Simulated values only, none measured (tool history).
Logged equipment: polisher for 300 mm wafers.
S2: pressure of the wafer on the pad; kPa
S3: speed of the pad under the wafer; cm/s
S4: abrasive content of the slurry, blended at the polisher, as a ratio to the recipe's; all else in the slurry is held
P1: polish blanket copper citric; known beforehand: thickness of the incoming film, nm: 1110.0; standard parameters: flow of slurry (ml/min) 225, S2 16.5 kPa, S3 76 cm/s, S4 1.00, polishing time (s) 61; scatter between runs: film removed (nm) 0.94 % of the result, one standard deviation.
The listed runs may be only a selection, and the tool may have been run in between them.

Run 1, hour 4.7: flow of slurry (ml/min) 225, S2 16.5 kPa, S3 76 cm/s, S4 1.00, polishing time (s) 61. Result: film removed (nm) 76.141.
Run 2, hour 10.5: flow of slurry (ml/min) 320, S2 16.5 kPa, S3 76 cm/s, S4 1.00, polishing time (s) 61. Result: film removed (nm) 78.808.
Run 3, hour 16.7: flow of slurry (ml/min) 225, S2 24.8 kPa, S3 76 cm/s, S4 1.00, polishing time (s) 61. Result: film removed (nm) 113.040.
Run 4, hour 20.9: flow of slurry (ml/min) 225, S2 16.5 kPa, S3 116 cm/s, S4 1.00, polishing time (s) 61. Result: film removed (nm) 113.010.
Run 5, hour 26.2: flow of slurry (ml/min) 160, S2 16.5 kPa, S3 46 cm/s, S4 1.00, polishing time (s) 61. Result: film removed (nm) 45.171.
Run 6, hour 30.0: flow of slurry (ml/min) 225, S2 16.5 kPa, S3 76 cm/s, S4 1.00, polishing time (s) 61. Result: film removed (nm) 76.334.
Run 7, hour 35.3: flow of slurry (ml/min) 225, S2 16.5 kPa, S3 76 cm/s, S4 1.45, polishing time (s) 61. Result: film removed (nm) 84.504.
Run 8, hour 39.4: flow of slurry (ml/min) 225, S2 16.5 kPa, S3 76 cm/s, S4 1.00, polishing time (s) 38. Result: film removed (nm) 47.299.
Run 9, hour 44.3: flow of slurry (ml/min) 225, S2 12.4 kPa, S3 76 cm/s, S4 1.00, polishing time (s) 61. Result: film removed (nm) 57.420.
Run 10, hour 47.8: flow of slurry (ml/min) 225, S2 16.5 kPa, S3 76 cm/s, S4 1.00, polishing time (s) 61. Result: film removed (nm) 77.735.
Run 11, hour 53.5: flow of slurry (ml/min) 225, S2 16.5 kPa, S3 76 cm/s, S4 1.00, polishing time (s) 61. Result: film removed (nm) 77.626.
Run 12, hour 58.0: flow of slurry (ml/min) 225, S2 16.5 kPa, S3 36 cm/s, S4 1.00, polishing time (s) 61. Result: film removed (nm) 38.077.
Run 13, hour 62.1: flow of slurry (ml/min) 225, S2 16.5 kPa, S3 76 cm/s, S4 1.00, polishing time (s) 61. Result: film removed (nm) 77.279.
Run 14, hour 66.4: flow of slurry (ml/min) 225, S2 16.5 kPa, S3 76 cm/s, S4 1.00, polishing time (s) 61. Result: film removed (nm) 77.781.
Run 15, hour 70.2: flow of slurry (ml/min) 135, S2 16.5 kPa, S3 76 cm/s, S4 1.00, polishing time (s) 61. Result: film removed (nm) 70.183.
Run 16, hour 76.5: flow of slurry (ml/min) 225, S2 16.5 kPa, S3 76 cm/s, S4 1.00, polishing time (s) 81. Result: film removed (nm) 101.080.
Run 17, hour 83.1: flow of slurry (ml/min) 225, S2 16.5 kPa, S3 76 cm/s, S4 0.55, polishing time (s) 61. Result: film removed (nm) 67.874.
Run 18, hour 87.3: flow of slurry (ml/min) 225, S2 16.5 kPa, S3 76 cm/s, S4 1.00, polishing time (s) 61. Result: film removed (nm) 75.549.
Run 19, hour 93.6: flow of slurry (ml/min) 225, S2 16.5 kPa, S3 76 cm/s, S4 1.00, polishing time (s) 61. Result: film removed (nm) 73.758.
Run 20, hour 99.8: flow of slurry (ml/min) 225, S2 16.5 kPa, S3 76 cm/s, S4 1.00, polishing time (s) 61. Result: film removed (nm) 72.239.
Run 21, hour 105.7: flow of slurry (ml/min) 225, S2 16.5 kPa, S3 76 cm/s, S4 1.00, polishing time (s) 61. Result: film removed (nm) 70.833.
At hour 107.4: worn pad replaced by a new one.
Run 22, hour 109.5: flow of slurry (ml/min) 225, S2 16.5 kPa, S3 76 cm/s, S4 1.00, polishing time (s) 61. Result: film removed (nm) 70.836.
Run 23, hour 114.2: flow of slurry (ml/min) 225, S2 16.5 kPa, S3 76 cm/s, S4 1.00, polishing time (s) 61. Result: film removed (nm) 71.315.
At hour 114.6: slurry blender recalibrated.
Run 24, hour 119.8: flow of slurry (ml/min) 225, S2 16.5 kPa, S3 76 cm/s, S4 1.00, polishing time (s) 61. Result: film removed (nm) 69.853.
Run 25, hour 126.1: flow of slurry (ml/min) 225, S2 16.5 kPa, S3 76 cm/s, S4 1.00, polishing time (s) 61. Result: film removed (nm) 70.177.

P1 has crept away from where it was. The log is fitted equally well by each of these 2 causes, at the sizes shown:
A: head's pressure below its setpoint, % = 7.16
B: slurry flow missing at the pad, % = 38.2
At approximately hour 87.3, the process output began to creep.
Excluded causes, each with its reason:
removal rate lost through wear of the pad, %: was serviced at hour 107.4, once the creep was under way, yet the earlier output never came back
abrasive missing from the slurry, %: was serviced at hour 114.6, once the creep was under way, yet the earlier output never came back

Of the 4 check runs below, each run on 5 wafers with the results averaged and each result still a question mark, which one would tell the listed causes apart?
Run check 1, hour 132.4: flow of slurry (ml/min) 150, S2 16.5 kPa, S3 94 cm/s, S4 1.00, polishing time (s) 61. Result: film removed (nm) ?.
Run check 2, hour 132.4: flow of slurry (ml/min) 225, S2 21.4 kPa, S3 76 cm/s, S4 1.35, polishing time (s) 61. Result: film removed (nm) ?.
Run check 3, hour 132.4: flow of slurry (ml/min) 225, S2 16.5 kPa, S3 114 cm/s, S4 1.00, polishing time (s) 61. Result: film removed (nm) ?.
Run check 4, hour 132.4: flow of slurry (ml/min) 225, S2 16.5 kPa, S3 42 cm/s, S4 1.00, polishing time (s) 61. Result: film removed (nm) ?.

What each check would give under each cause:
  check             result     if A     if B
check 1  film removed (nm)   82.258   79.701
check 2  film removed (nm)   97.039   97.098
check 3  film removed (nm)  105.070  105.170
check 4  film removed (nm)   40.588   40.495
Minimum pairwise separation of causes per check, each pair taken at its best-separating result: check 1 3.16 %; check 2 0.06 %; check 3 0.09 %; check 4 0.23 %
Check 1 tells the causes apart: in the others they would give nearly the same result.

Running check 1 produced the following: film removed (nm) 82.676. Which one of the listed causes fits?

Of the candidate causes, it is A: head's pressure below its setpoint, %.

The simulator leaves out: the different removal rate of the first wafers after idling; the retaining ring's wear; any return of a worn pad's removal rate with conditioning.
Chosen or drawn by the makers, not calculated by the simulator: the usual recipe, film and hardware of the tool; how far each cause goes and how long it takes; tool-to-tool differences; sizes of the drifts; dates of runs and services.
